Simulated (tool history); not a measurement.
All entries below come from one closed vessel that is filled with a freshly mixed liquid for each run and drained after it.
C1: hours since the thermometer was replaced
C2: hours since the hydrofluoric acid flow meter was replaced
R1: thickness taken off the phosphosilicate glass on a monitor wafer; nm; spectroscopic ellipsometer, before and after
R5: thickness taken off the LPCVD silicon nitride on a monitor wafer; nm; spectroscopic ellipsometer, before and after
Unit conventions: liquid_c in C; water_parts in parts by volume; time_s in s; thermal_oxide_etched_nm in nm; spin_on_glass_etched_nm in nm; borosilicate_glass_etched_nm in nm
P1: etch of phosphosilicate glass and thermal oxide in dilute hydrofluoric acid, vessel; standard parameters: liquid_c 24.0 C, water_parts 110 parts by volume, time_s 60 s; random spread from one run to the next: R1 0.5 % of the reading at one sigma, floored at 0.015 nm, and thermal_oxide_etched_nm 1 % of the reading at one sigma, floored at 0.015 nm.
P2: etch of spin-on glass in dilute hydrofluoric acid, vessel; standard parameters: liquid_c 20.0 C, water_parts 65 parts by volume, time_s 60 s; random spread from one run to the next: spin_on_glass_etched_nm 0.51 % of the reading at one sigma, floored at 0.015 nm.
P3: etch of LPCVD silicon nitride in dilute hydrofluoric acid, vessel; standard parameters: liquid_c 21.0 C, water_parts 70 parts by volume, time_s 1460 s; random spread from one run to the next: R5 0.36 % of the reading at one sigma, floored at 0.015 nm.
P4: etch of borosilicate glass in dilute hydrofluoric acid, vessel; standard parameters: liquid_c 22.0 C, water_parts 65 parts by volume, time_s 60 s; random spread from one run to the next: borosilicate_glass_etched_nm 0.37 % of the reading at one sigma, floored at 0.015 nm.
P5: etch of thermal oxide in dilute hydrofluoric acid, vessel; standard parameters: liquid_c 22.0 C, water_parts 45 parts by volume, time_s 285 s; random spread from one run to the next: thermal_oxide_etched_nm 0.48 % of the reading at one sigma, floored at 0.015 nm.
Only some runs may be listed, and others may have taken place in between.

Run 1, day 0.429: process P1, liquid_c 24.0 C, water_parts 110 parts by volume, time_s 60 s; C1 963.0; C2 417.0. Result: R1 94.732 nm, thermal_oxide_etched_nm 2.5523 nm.
Run 2, day 1.033: process P1, liquid_c 24.0 C, water_parts 165 parts by volume, time_s 60 s; C1 977.5; C2 431.5. Result: R1 59.173 nm, thermal_oxide_etched_nm 1.5710 nm.
Run 3, day 1.471: process P1, liquid_c 24.0 C, water_parts 70 parts by volume, time_s 60 s; C1 988.0; C2 442.0. Result: R1 157.010 nm, thermal_oxide_etched_nm 4.2469 nm.
Run 4, day 1.817: process P2, liquid_c 20.0 C, water_parts 25 parts by volume, time_s 60 s; C1 996.3; C2 450.3. Result: spin_on_glass_etched_nm 47.600 nm.
Run 5, day 2.371: process P4, liquid_c 22.0 C, water_parts 65 parts by volume, time_s 60 s; C1 1009.6; C2 463.6. Result: borosilicate_glass_etched_nm 19.2720 nm.
Run 6, day 3.046: process P5, liquid_c 22.0 C, water_parts 75 parts by volume, time_s 285 s; C1 1025.8; C2 479.8. Result: thermal_oxide_etched_nm 16.7450 nm.
Run 7, day 3.354: process P2, liquid_c 17.0 C, water_parts 65 parts by volume, time_s 60 s; C1 1033.2; C2 487.2. Result: spin_on_glass_etched_nm 15.225 nm.
Run 8, day 3.771: process P5, liquid_c 22.0 C, water_parts 45 parts by volume, time_s 285 s; C1 1043.2; C2 497.2. Result: thermal_oxide_etched_nm 29.1710 nm.
Run 9, day 4.179: process P1, liquid_c 24.0 C, water_parts 110 parts by volume, time_s 60 s; C1 1053.0; C2 507.0. Result: R1 95.043 nm, thermal_oxide_etched_nm 2.5841 nm.
Run 10, day 4.483: process P2, liquid_c 20.0 C, water_parts 65 parts by volume, time_s 85 s; C1 1060.3; C2 514.3. Result: spin_on_glass_etched_nm 24.336 nm.
Run 11, day 4.779: process P4, liquid_c 22.0 C, water_parts 25 parts by volume, time_s 60 s; C1 1067.4; C2 521.4. Result: borosilicate_glass_etched_nm 52.7440 nm.
Run 12, day 5.350: process P4, liquid_c 29.5 C, water_parts 65 parts by volume, time_s 60 s; C1 1081.1; C2 535.1. Result: borosilicate_glass_etched_nm 25.8650 nm.
Run 13, day 6.012: process P5, liquid_c 22.0 C, water_parts 45 parts by volume, time_s 515 s; C1 1097.0; C2 551.0. Result: thermal_oxide_etched_nm 52.2670 nm.
Run 14, day 6.475: process P3, liquid_c 21.0 C, water_parts 70 parts by volume, time_s 1460 s; C1 1108.1; C2 562.1. Result: R5 8.2978 nm.
Run 15, day 7.121: process P4, liquid_c 22.0 C, water_parts 65 parts by volume, time_s 60 s; C1 1123.6; C2 577.6. Result: borosilicate_glass_etched_nm 19.3310 nm.
Run 16, day 7.450: process P1, liquid_c 31.0 C, water_parts 110 parts by volume, time_s 60 s; C1 1131.5; C2 585.5. Result: R1 123.430 nm, thermal_oxide_etched_nm 3.3917 nm.
Run 17, day 8.079: process P1, liquid_c 24.0 C, water_parts 110 parts by volume, time_s 60 s; C1 1146.6; C2 600.6. Result: R1 94.593 nm, thermal_oxide_etched_nm 2.5727 nm.
Run 18, day 8.762: process P3, liquid_c 21.0 C, water_parts 70 parts by volume, time_s 2235 s; C1 1163.0; C2 617.0. Result: R5 12.6360 nm.
Run 19, day 9.283: process P1, liquid_c 24.0 C, water_parts 110 parts by volume, time_s 60 s; C1 1175.5; C2 629.5. Result: R1 95.210 nm, thermal_oxide_etched_nm 2.5506 nm.
Run 20, day 9.842: process P1, liquid_c 24.0 C, water_parts 110 parts by volume, time_s 95 s; C1 1188.9; C2 642.9. Result: R1 149.780 nm, thermal_oxide_etched_nm 4.0714 nm.
Run 21, day 10.525: process P1, liquid_c 17.5 C, water_parts 110 parts by volume, time_s 60 s; C1 1205.3; C2 659.3. Result: R1 72.748 nm, thermal_oxide_etched_nm 1.9699 nm.
Run 22, day 10.929: process P1, liquid_c 17.0 C, water_parts 180 parts by volume, time_s 60 s; C1 1215.0; C2 669.0. Result: R1 40.597 nm, thermal_oxide_etched_nm 1.0689 nm.
Run 23, day 11.400: process P1, liquid_c 24.0 C, water_parts 110 parts by volume, time_s 30 s; C1 1226.3; C2 680.3. Result: R1 47.271 nm, thermal_oxide_etched_nm 1.2752 nm.
Run 24, day 11.767: process P2, liquid_c 20.0 C, water_parts 65 parts by volume, time_s 60 s; C1 1235.1; C2 689.1. Result: spin_on_glass_etched_nm 17.452 nm.
Run 25, day 12.417: process P4, liquid_c 22.0 C, water_parts 65 parts by volume, time_s 30 s; C1 1250.7; C2 704.7. Result: borosilicate_glass_etched_nm 9.5574 nm.
Run 26, day 12.946: process P3, liquid_c 21.0 C, water_parts 115 parts by volume, time_s 1460 s; C1 1263.4; C2 717.4. Result: R5 5.0965 nm.
At day 13.408: thermometer replaced.
Run 27, day 13.550: process P3, liquid_c 17.0 C, water_parts 70 parts by volume, time_s 1460 s; C1 3.4; C2 731.9. Result: R5 6.2793 nm.
Run 28, day 13.850: process P3, liquid_c 21.0 C, water_parts 70 parts by volume, time_s 1460 s; C1 10.6; C2 739.1. Result: R5 8.3406 nm.
Run 29, day 14.292: process P5, liquid_c 30.0 C, water_parts 45 parts by volume, time_s 285 s; C1 21.2; C2 749.7. Result: thermal_oxide_etched_nm 40.2760 nm.
Run 30, day 14.650: process P1, liquid_c 30.0 C, water_parts 110 parts by volume, time_s 90 s; C1 29.8; C2 758.3. Result: R1 179.170 nm, thermal_oxide_etched_nm 4.7958 nm.
Run 31, day 14.971: process P1, liquid_c 24.0 C, water_parts 110 parts by volume, time_s 60 s; C1 37.5; C2 766.0. Result: R1 94.958 nm, thermal_oxide_etched_nm 2.5922 nm.
Run 32, day 15.571: process P1, liquid_c 24.0 C, water_parts 110 parts by volume, time_s 60 s; C1 51.9; C2 780.4. Result: R1 96.722 nm, thermal_oxide_etched_nm 2.5803 nm.
Run 33, day 16.133: process P1, liquid_c 24.0 C, water_parts 110 parts by volume, time_s 60 s; C1 65.4; C2 793.9. Result: R1 99.084 nm, thermal_oxide_etched_nm 2.6855 nm.
Run 34, day 16.604: process P1, liquid_c 24.0 C, water_parts 110 parts by volume, time_s 60 s; C1 76.7; C2 805.2. Result: R1 99.602 nm, thermal_oxide_etched_nm 2.6669 nm.
Run 35, day 17.233: process P1, liquid_c 24.0 C, water_parts 110 parts by volume, time_s 60 s; C1 91.8; C2 820.3. Result: R1 100.730 nm, thermal_oxide_etched_nm 2.7133 nm.
Run 36, day 17.612: process P1, liquid_c 24.0 C, water_parts 110 parts by volume, time_s 60 s; C1 100.9; C2 829.4. Result: R1 101.270 nm, thermal_oxide_etched_nm 2.7190 nm.
Run 37, day 17.975: process P1, liquid_c 24.0 C, water_parts 110 parts by volume, time_s 60 s; C1 109.6; C2 838.1. Result: R1 100.580 nm, thermal_oxide_etched_nm 2.6721 nm.
Run 38, day 18.317: process P1, liquid_c 24.0 C, water_parts 110 parts by volume, time_s 60 s; C1 117.8; C2 846.3. Result: R1 101.120 nm, thermal_oxide_etched_nm 2.7301 nm.
Run 39, day 18.888: process P1, liquid_c 24.0 C, water_parts 110 parts by volume, time_s 60 s; C1 131.5; C2 860.0. Result: R1 102.160 nm, thermal_oxide_etched_nm 2.7052 nm.
Run 40, day 19.500: process P1, liquid_c 24.0 C, water_parts 110 parts by volume, time_s 60 s; C1 146.2; C2 874.7. Result: R1 101.730 nm, thermal_oxide_etched_nm 2.7031 nm.

What will run 41 give?
Run 41, day 19.921: process P1, liquid_c 24.0 C, water_parts 110 parts by volume, time_s 60 s; C1 156.3; C2 884.8. Result: R1 ?, thermal_oxide_etched_nm ?.

R1: 102.160 nm
thermal_oxide_etched_nm: 2.7129 nm

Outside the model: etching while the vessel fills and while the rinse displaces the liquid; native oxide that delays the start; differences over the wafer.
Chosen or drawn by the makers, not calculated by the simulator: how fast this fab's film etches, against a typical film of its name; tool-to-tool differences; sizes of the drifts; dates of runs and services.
